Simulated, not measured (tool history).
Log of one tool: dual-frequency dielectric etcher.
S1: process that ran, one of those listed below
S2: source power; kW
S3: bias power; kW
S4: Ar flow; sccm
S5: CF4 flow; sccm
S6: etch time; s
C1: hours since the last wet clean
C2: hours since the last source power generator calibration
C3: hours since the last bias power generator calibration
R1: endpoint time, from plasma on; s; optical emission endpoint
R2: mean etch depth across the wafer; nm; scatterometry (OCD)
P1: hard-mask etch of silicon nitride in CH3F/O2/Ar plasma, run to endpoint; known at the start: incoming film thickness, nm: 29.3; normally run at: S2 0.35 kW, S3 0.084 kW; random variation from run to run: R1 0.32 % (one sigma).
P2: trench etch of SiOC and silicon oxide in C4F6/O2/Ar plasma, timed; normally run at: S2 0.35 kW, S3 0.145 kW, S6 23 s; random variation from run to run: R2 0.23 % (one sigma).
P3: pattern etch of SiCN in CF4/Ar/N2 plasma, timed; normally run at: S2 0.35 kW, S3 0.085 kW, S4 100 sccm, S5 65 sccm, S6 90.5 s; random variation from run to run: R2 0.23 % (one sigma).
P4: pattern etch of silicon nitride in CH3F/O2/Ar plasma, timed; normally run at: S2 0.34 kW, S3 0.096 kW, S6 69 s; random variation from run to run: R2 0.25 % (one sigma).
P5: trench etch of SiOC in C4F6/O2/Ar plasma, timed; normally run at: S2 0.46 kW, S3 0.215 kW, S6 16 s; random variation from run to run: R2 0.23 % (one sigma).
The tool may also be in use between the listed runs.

run 1 hour=2.8 | S1=P1 S2=0.35 S3=0.084 | C1=213.9 C2=1286 C3=1628.9 | R1=41.628
run 2 hour=6.3 | S1=P3 S2=0.35 S3=0.085 S4=66 S5=65 S6=90.5 | C1=217.4 C2=1289.5 C3=1632.4 | R2=70.581
run 3 hour=9.8 | S1=P1 S2=0.35 S3=0.084 | C1=220.9 C2=1293 C3=1635.9 | R1=41.418
run 4 hour=13.5 | S1=P1 S2=0.35 S3=0.084 | C1=224.6 C2=1296.7 C3=1639.6 | R1=41.31
run 5 hour=17.9 | S1=P2 S2=0.35 S3=0.145 S6=23 | C1=229 C2=1301.1 C3=1644 | R2=42.157
run 6 hour=22.6 | S1=P1 S2=0.35 S3=0.109 | C1=233.7 C2=1305.8 C3=1648.7 | R1=37.558
run 7 hour=26.7 | S1=P1 S2=0.49 S3=0.084 | C1=237.8 C2=1309.9 C3=1652.8 | R1=36.61
run 8 hour=30.1 | S1=P1 S2=0.49 S3=0.053 | C1=241.2 C2=1313.3 C3=1656.2 | R1=42.485
run 9 hour=32.5 | S1=P1 S2=0.35 S3=0.084 | C1=243.6 C2=1315.7 C3=1658.6 | R1=41.414
run 10 hour=35.3 | S1=P3 S2=0.35 S3=0.085 S4=100 S5=65 S6=58 | C1=246.4 C2=1318.5 C3=1661.4 | R2=42.942
run 11 hour=40.2 | S1=P5 S2=0.46 S3=0.215 S6=16 | C1=251.3 C2=1323.4 C3=1666.3 | R2=37.204
run 12 hour=43.6 | S1=P4 S2=0.34 S3=0.096 S6=69 | C1=254.7 C2=1326.8 C3=1669.7 | R2=49.843
-- hour=44.5 source power generator calibrated
run 13 hour=46.1 | S1=P1 S2=0.35 S3=0.068 | C1=257.2 C2=1.6 C3=1672.2 | R1=44.683
run 14 hour=48.4 | S1=P1 S2=0.21 S3=0.108 | C1=259.5 C2=3.9 C3=1674.5 | R1=45.381
run 15 hour=51.5 | S1=P4 S2=0.46 S3=0.096 S6=69 | C1=262.6 C2=7 C3=1677.6 | R2=56.056
run 16 hour=53.7 | S1=P3 S2=0.35 S3=0.085 S4=100 S5=44 S6=90.5 | C1=264.8 C2=9.2 C3=1679.8 | R2=63.253
run 17 hour=57.4 | S1=P2 S2=0.48 S3=0.145 S6=23 | C1=268.5 C2=12.9 C3=1683.5 | R2=47.662
run 18 hour=61 | S1=P5 S2=0.46 S3=0.215 S6=16 | C1=272.1 C2=16.5 C3=1687.1 | R2=37.128
run 19 hour=64 | S1=P5 S2=0.35 S3=0.215 S6=16 | C1=275.1 C2=19.5 C3=1690.1 | R2=33.479
run 20 hour=68.6 | S1=P5 S2=0.46 S3=0.215 S6=9 | C1=279.7 C2=24.1 C3=1694.7 | R2=20.867
run 21 hour=71.5 | S1=P3 S2=0.35 S3=0.085 S4=100 S5=65 S6=90.5 | C1=282.6 C2=27 C3=1697.6 | R2=66.537
run 22 hour=76 | S1=P3 S2=0.43 S3=0.085 S4=100 S5=65 S6=90.5 | C1=287.1 C2=31.5 C3=1702.1 | R2=80.023
run 23 hour=78.5 | S1=P3 S2=0.35 S3=0.105 S4=100 S5=65 S6=90.5 | C1=289.6 C2=34 C3=1704.6 | R2=72.437
run 24 hour=82.1 | S1=P2 S2=0.35 S3=0.113 S6=23 | C1=293.2 C2=37.6 C3=1708.2 | R2=39.276
run 25 hour=86.7 | S1=P4 S2=0.34 S3=0.096 S6=96.5 | C1=297.8 C2=42.2 C3=1712.8 | R2=69.778
run 26 hour=90.7 | S1=P5 S2=0.46 S3=0.125 S6=16 | C1=301.8 C2=46.2 C3=1716.8 | R2=31.44
run 27 hour=94.5 | S1=P2 S2=0.35 S3=0.145 S6=23 | C1=305.6 C2=50 C3=1720.6 | R2=42.172
run 28 hour=98.1 | S1=P1 S2=0.35 S3=0.084 | C1=309.2 C2=53.6 C3=1724.2 | R1=41.649
run 29 hour=100.6 | S1=P4 S2=0.34 S3=0.058 S6=69 | C1=311.7 C2=56.1 C3=1726.7 | R2=41.643
run 30 hour=105.4 | S1=P2 S2=0.35 S3=0.145 S6=33.5 | C1=316.5 C2=60.9 C3=1731.5 | R2=61.513
run 31 hour=108.2 | S1=P1 S2=0.24 S3=0.084 | C1=319.3 C2=63.7 C3=1734.3 | R1=47.722
run 32 hour=110.6 | S1=P1 S2=0.42 S3=0.104 | C1=321.7 C2=66.1 C3=1736.7 | R1=35.8
run 33 hour=113.3 | S1=P1 S2=0.35 S3=0.084 | C1=324.4 C2=68.8 C3=1739.4 | R1=41.632
run 34 hour=115.5 | S1=P1 S2=0.35 S3=0.084 | C1=326.6 C2=71 C3=1741.6 | R1=41.601
run 35 hour=119 | S1=P1 S2=0.35 S3=0.084 | C1=330.1 C2=74.5 C3=1745.1 | R1=41.855
run 36 hour=123.2 | S1=P1 S2=0.35 S3=0.084 | C1=334.3 C2=78.7 C3=1749.3 | R1=41.943
run 37 hour=127.6 | S1=P1 S2=0.35 S3=0.084 | C1=338.7 C2=83.1 C3=1753.7 | R1=42.236
run 38 hour=131.3 | S1=P1 S2=0.35 S3=0.084 | C1=342.4 C2=86.8 C3=1757.4 | R1=42.125
run 39 hour=133.6 | S1=P1 S2=0.35 S3=0.084 | C1=344.7 C2=89.1 C3=1759.7 | R1=42.008
run 40 hour=137.3 | S1=P1 S2=0.35 S3=0.084 | C1=348.4 C2=92.8 C3=1763.4 | R1=41.96
-- hour=139.1 wet clean of the chamber
run 41 hour=141.9 | S1=P1 S2=0.35 S3=0.084 | C1=2.8 C2=97.4 C3=1768 | R1=42.143
run 42 hour=145.7 | S1=P1 S2=0.35 S3=0.084 | C1=6.6 C2=101.2 C3=1771.8 | R1=42.119
run 43 hour=150.1 | S1=P1 S2=0.35 S3=0.084 | C1=11 C2=105.6 C3=1776.2 | R1=42.231

What P1 gives has crept away from where it was. These 2 causes fit the log equally well, each at the size given:
A: bias power that arrives under what is set, % = 4.35
B: source power that arrives under what is set, % = 4.15
The creep began at about hour 113.3.
Why every other cause is out:
chamber walls in a state that lowers the etch rate, %: serviced at hour 139.1, which brought nothing back

4 check runs are offered, one wafer each, their results left as question marks. Which one tells the causes apart?
run check 1 hour=154.5 | S1=P2 S2=0.35 S3=0.145 S6=23 | R2=?
run check 2 hour=154.5 | S1=P5 S2=0.46 S3=0.215 S6=16 | R2=?
run check 3 hour=154.5 | S1=P3 S2=0.35 S3=0.085 S4=100 S5=65 S6=90.5 | R2=?
run check 4 hour=154.5 | S1=P4 S2=0.34 S3=0.096 S6=69 | R2=?

What each check would give under each cause:
check=check_1 result=R2 if_A=41.615 if_B=41.483
check=check_2 result=R2 if_A=36.643 if_B=36.571
check=check_3 result=R2 if_A=65.716 if_B=64.374
check=check_4 result=R2 if_A=49.144 if_B=49.171
How far apart the two closest causes lie, in the result that separates them most: check 1 0.32 %; check 2 0.2 %; check 3 2.06 %; check 4 0.05 %
Only check 3 tells the causes apart: in the others they would give nearly the same result.

Then check 3 was run and gave: R2 64.346 nm. Which cause is it?

It is B: source power that arrives under what is set, %.
